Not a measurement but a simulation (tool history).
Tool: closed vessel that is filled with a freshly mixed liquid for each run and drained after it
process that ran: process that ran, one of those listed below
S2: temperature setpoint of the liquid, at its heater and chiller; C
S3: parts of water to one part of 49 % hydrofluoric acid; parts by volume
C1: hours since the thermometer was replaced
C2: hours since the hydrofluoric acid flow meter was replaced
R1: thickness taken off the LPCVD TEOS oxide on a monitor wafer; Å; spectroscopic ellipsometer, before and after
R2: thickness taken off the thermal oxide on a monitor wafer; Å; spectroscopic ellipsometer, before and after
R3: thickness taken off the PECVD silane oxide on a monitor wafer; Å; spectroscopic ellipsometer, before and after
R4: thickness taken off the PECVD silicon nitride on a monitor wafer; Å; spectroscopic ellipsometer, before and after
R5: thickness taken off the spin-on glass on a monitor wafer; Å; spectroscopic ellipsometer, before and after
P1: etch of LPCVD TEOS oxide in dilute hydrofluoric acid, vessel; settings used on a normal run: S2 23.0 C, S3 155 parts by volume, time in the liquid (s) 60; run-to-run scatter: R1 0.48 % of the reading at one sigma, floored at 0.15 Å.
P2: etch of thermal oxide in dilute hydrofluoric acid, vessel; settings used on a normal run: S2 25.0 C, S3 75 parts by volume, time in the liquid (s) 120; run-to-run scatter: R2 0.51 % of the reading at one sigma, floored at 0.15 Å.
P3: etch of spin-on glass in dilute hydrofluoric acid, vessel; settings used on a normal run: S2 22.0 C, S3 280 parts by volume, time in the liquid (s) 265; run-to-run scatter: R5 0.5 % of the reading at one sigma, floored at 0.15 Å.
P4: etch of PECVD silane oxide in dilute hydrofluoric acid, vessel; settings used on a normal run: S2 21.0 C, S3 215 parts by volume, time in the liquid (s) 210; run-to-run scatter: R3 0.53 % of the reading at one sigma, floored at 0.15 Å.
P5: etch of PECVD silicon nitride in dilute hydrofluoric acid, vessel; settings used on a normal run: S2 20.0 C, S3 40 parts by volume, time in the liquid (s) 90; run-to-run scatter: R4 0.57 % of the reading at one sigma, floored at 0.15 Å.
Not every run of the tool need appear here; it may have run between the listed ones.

Run 1, hour 6.3: process that ran P1, S2 23.0 C, S3 155 parts by volume, time in the liquid (s) 60; C1 1674.8; C2 676.4. Result: R1 163.010 Å.
Run 2, hour 12.0: process that ran P2, S2 25.0 C, S3 75 parts by volume, time in the liquid (s) 120; C1 1680.5; C2 682.1. Result: R2 86.710 Å.
Run 3, hour 19.6: process that ran P2, S2 25.0 C, S3 75 parts by volume, time in the liquid (s) 45; C1 1688.1; C2 689.7. Result: R2 32.558 Å.
Run 4, hour 23.7: process that ran P4, S2 21.0 C, S3 215 parts by volume, time in the liquid (s) 30; C1 1692.2; C2 693.8. Result: R3 28.62 Å.
Run 5, hour 27.6: process that ran P5, S2 20.0 C, S3 40 parts by volume, time in the liquid (s) 30; C1 1696.1; C2 697.7. Result: R4 12.937 Å.
Run 6, hour 33.2: process that ran P2, S2 25.0 C, S3 75 parts by volume, time in the liquid (s) 120; C1 1701.7; C2 703.3. Result: R2 86.628 Å.
Run 7, hour 37.0: process that ran P4, S2 17.0 C, S3 215 parts by volume, time in the liquid (s) 210; C1 1705.5; C2 707.1. Result: R3 173.88 Å.
Run 8, hour 41.4: process that ran P1, S2 23.0 C, S3 155 parts by volume, time in the liquid (s) 95; C1 1709.9; C2 711.5. Result: R1 254.840 Å.
Run 9, hour 46.9: process that ran P4, S2 21.0 C, S3 215 parts by volume, time in the liquid (s) 210; C1 1715.4; C2 717.0. Result: R3 202.05 Å.
Run 10, hour 53.1: process that ran P1, S2 23.0 C, S3 155 parts by volume, time in the liquid (s) 60; C1 1721.6; C2 723.2. Result: R1 162.740 Å.
Run 11, hour 58.8: process that ran P1, S2 17.0 C, S3 155 parts by volume, time in the liquid (s) 90; C1 1727.3; C2 728.9. Result: R1 191.810 Å.
Run 12, hour 64.6: process that ran P2, S2 17.5 C, S3 75 parts by volume, time in the liquid (s) 120; C1 1733.1; C2 734.7. Result: R2 63.083 Å.
Run 13, hour 69.2: process that ran P5, S2 20.0 C, S3 40 parts by volume, time in the liquid (s) 90; C1 1737.7; C2 739.3. Result: R4 38.547 Å.
Run 14, hour 74.4: process that ran P3, S2 30.0 C, S3 280 parts by volume, time in the liquid (s) 265; C1 1742.9; C2 744.5. Result: R5 387.390 Å.
Run 15, hour 78.1: process that ran P1, S2 29.0 C, S3 155 parts by volume, time in the liquid (s) 60; C1 1746.6; C2 748.2. Result: R1 204.040 Å.
Run 16, hour 83.7: process that ran P3, S2 22.0 C, S3 280 parts by volume, time in the liquid (s) 85; C1 1752.2; C2 753.8. Result: R5 93.714 Å.
Run 17, hour 91.3: process that ran P1, S2 23.0 C, S3 155 parts by volume, time in the liquid (s) 60; C1 1759.8; C2 761.4. Result: R1 162.370 Å.
At hour 92.6: thermometer replaced.
Run 18, hour 96.9: process that ran P1, S2 23.0 C, S3 35 parts by volume, time in the liquid (s) 85; C1 4.4; C2 767.0. Result: R1 1182.300 Å.
Run 19, hour 100.4: process that ran P1, S2 23.0 C, S3 155 parts by volume, time in the liquid (s) 30; C1 7.9; C2 770.5. Result: R1 81.616 Å.
Run 20, hour 105.4: process that ran P4, S2 21.0 C, S3 55 parts by volume, time in the liquid (s) 210; C1 12.9; C2 775.5. Result: R3 938.21 Å.
Run 21, hour 110.7: process that ran P5, S2 20.0 C, S3 40 parts by volume, time in the liquid (s) 90; C1 18.2; C2 780.8. Result: R4 38.373 Å.
Run 22, hour 115.6: process that ran P1, S2 23.0 C, S3 155 parts by volume, time in the liquid (s) 60; C1 23.1; C2 785.7. Result: R1 161.250 Å.
Run 23, hour 122.9: process that ran P1, S2 23.0 C, S3 50 parts by volume, time in the liquid (s) 60; C1 30.4; C2 793.0. Result: R1 571.490 Å.
Run 24, hour 128.5: process that ran P1, S2 23.0 C, S3 285 parts by volume, time in the liquid (s) 60; C1 36.0; C2 798.6. Result: R1 76.164 Å.
Run 25, hour 135.3: process that ran P5, S2 20.0 C, S3 65 parts by volume, time in the liquid (s) 90; C1 42.8; C2 805.4. Result: R4 23.812 Å.
Run 26, hour 142.9: process that ran P1, S2 23.0 C, S3 155 parts by volume, time in the liquid (s) 60; C1 50.4; C2 813.0. Result: R1 161.720 Å.
Run 27, hour 149.8: process that ran P3, S2 22.0 C, S3 125 parts by volume, time in the liquid (s) 265; C1 57.3; C2 819.9. Result: R5 766.400 Å.
Run 28, hour 157.3: process that ran P2, S2 25.0 C, S3 45 parts by volume, time in the liquid (s) 120; C1 64.8; C2 827.4. Result: R2 151.100 Å.
Run 29, hour 161.4: process that ran P5, S2 24.0 C, S3 40 parts by volume, time in the liquid (s) 90; C1 68.9; C2 831.5. Result: R4 50.447 Å.
Run 30, hour 168.4: process that ran P3, S2 22.0 C, S3 280 parts by volume, time in the liquid (s) 265; C1 75.9; C2 838.5. Result: R5 292.220 Å.
Run 31, hour 176.0: process that ran P1, S2 17.0 C, S3 155 parts by volume, time in the liquid (s) 60; C1 83.5; C2 846.1. Result: R1 127.680 Å.
Run 32, hour 180.2: process that ran P1, S2 23.0 C, S3 155 parts by volume, time in the liquid (s) 60; C1 87.7; C2 850.3. Result: R1 163.360 Å.
Run 33, hour 184.4: process that ran P1, S2 23.0 C, S3 155 parts by volume, time in the liquid (s) 60; C1 91.9; C2 854.5. Result: R1 157.060 Å.
Run 34, hour 189.5: process that ran P1, S2 23.0 C, S3 155 parts by volume, time in the liquid (s) 60; C1 97.0; C2 859.6. Result: R1 153.210 Å.
Run 35, hour 197.1: process that ran P1, S2 23.0 C, S3 155 parts by volume, time in the liquid (s) 60; C1 104.6; C2 867.2. Result: R1 151.390 Å.
Run 36, hour 203.5: process that ran P1, S2 23.0 C, S3 155 parts by volume, time in the liquid (s) 60; C1 111.0; C2 873.6. Result: R1 151.630 Å.
Run 37, hour 206.9: process that ran P1, S2 23.0 C, S3 155 parts by volume, time in the liquid (s) 60; C1 114.4; C2 877.0. Result: R1 150.530 Å.
Run 38, hour 212.2: process that ran P1, S2 23.0 C, S3 155 parts by volume, time in the liquid (s) 60; C1 119.7; C2 882.3. Result: R1 149.320 Å.
Run 39, hour 215.9: process that ran P1, S2 23.0 C, S3 155 parts by volume, time in the liquid (s) 60; C1 123.4; C2 886.0. Result: R1 150.630 Å.

P1 no longer gives what it gave before; its output has crept away from where it was. The following 2 causes, each at its listed size, fit the log equally well:
A: hydrofluoric acid flow below the setpoint (%) = 6.61
B: liquid colder than its thermometer reads (K) = 2.07
The process output started creeping at around hour 180.2.

Below are 4 check runs, each on a single wafer, with their results shown as question marks. Which of them would tell the listed causes apart, meaning the causes would give clearly different results under it?
Run check 1, hour 219.6: process that ran P4, S2 17.0 C, S3 215 parts by volume, time in the liquid (s) 30. Result: R3 ?.
Run check 2, hour 219.6: process that ran P2, S2 18.5 C, S3 75 parts by volume, time in the liquid (s) 65. Result: R2 ?.
Run check 3, hour 219.6: process that ran P3, S2 28.0 C, S3 180 parts by volume, time in the liquid (s) 265. Result: R5 ?.
Run check 4, hour 219.6: process that ran P5, S2 23.5 C, S3 40 parts by volume, time in the liquid (s) 90. Result: R4 ?.

How each check would come out, cause by cause:
  check  result     if A     if B
check 1      R3   22.736   22.717
check 2      R2   33.260   32.798
check 3      R5  579.290  584.250
check 4      R4   45.741   42.424
Smallest distance between any two causes, each pair judged by its most separating result, in per cent: check 1 0.08 %; check 2 1.4 %; check 3 0.85 %; check 4 7.53 %
Only check 4 tells the causes apart: in the others they would give nearly the same result.

After running check 4, the following was obtained: R4 42.145 Å. Which cause does this point to?

It is B: liquid colder than its thermometer reads (K).
